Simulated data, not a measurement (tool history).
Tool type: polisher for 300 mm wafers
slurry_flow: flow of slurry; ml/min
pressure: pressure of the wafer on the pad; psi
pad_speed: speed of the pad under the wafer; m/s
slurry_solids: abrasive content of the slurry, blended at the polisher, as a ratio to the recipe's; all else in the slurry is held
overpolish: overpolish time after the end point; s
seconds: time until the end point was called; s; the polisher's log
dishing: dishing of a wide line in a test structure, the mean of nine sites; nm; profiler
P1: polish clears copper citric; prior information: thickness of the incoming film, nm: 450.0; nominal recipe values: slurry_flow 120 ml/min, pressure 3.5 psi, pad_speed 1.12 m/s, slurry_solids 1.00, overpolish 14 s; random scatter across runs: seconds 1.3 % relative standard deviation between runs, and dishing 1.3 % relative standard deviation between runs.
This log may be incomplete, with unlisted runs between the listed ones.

run	hour	slurry_flow	pressure	pad_speed	slurry_solids	overpolish	wafers polished on this pad	hours since the slurry nozzle was cleaned	hours since the head pressure was calibrated	hours since the slurry blender was calibrated	seconds	dishing
1	7.9	120	3.5	1.12	1.00	14	838	243.7	82.2	108.2	138.360	29.559
2	16.3	120	2.7	1.12	1.30	14	910	252.1	90.6	116.6	169.340	25.323
3	21.0	70	3.5	1.12	1.00	14	950	256.8	95.3	121.3	159.010	26.529
4	26.3	120	3.5	1.12	1.00	24	996	262.1	100.6	126.6	137.120	43.728
5	32.5	120	3.5	1.12	1.00	14	1049	268.3	106.8	132.8	139.310	30.403
6	38.1	155	3.5	1.12	1.00	14	1097	273.9	112.4	138.4	131.230	30.398
7	46.2	120	3.5	1.12	1.00	14	1166	282.0	120.5	146.5	137.530	29.676
8	55.0	120	1.6	1.12	1.00	14	1242	290.8	129.3	155.3	291.220	15.492
# hour 59.8: slurry nozzle cleaned
9	61.0	120	3.5	1.12	0.65	14	1293	1.3	135.3	161.3	152.580	27.717
10	66.6	120	3.5	1.12	1.00	14	1341	6.9	140.9	166.9	138.000	29.723
11	74.6	70	3.5	1.12	1.30	14	1410	14.9	148.9	174.9	152.450	28.095
12	82.0	120	3.5	1.12	1.00	14	1473	22.3	156.3	182.3	139.760	29.708
13	89.3	120	3.5	1.76	1.00	14	1536	29.6	163.6	189.6	88.245	40.820
14	97.8	120	3.5	1.12	1.00	8	1609	38.1	172.1	198.1	138.420	19.200
15	105.3	120	3.5	1.12	1.30	14	1673	45.6	179.6	205.6	129.350	30.612
16	111.4	120	5.2	1.12	1.00	14	1726	51.7	185.7	211.7	91.970	39.139
17	117.3	120	3.5	0.76	1.00	14	1776	57.6	191.6	217.6	200.480	22.371
18	124.2	120	3.5	1.12	1.00	14	1835	64.5	198.5	224.5	138.000	29.045
19	132.0	120	3.5	1.12	1.00	14	1902	72.3	206.3	232.3	145.110	28.812
20	139.8	120	3.5	1.12	1.00	14	1969	80.1	214.1	240.1	152.590	28.768

The next listed run, before its measurement:
21	144.7	120	3.5	1.12	1.00	14	2011	85.0	219.0	245.0	?	?

seconds: 148.280 s
dishing: 28.074 nm
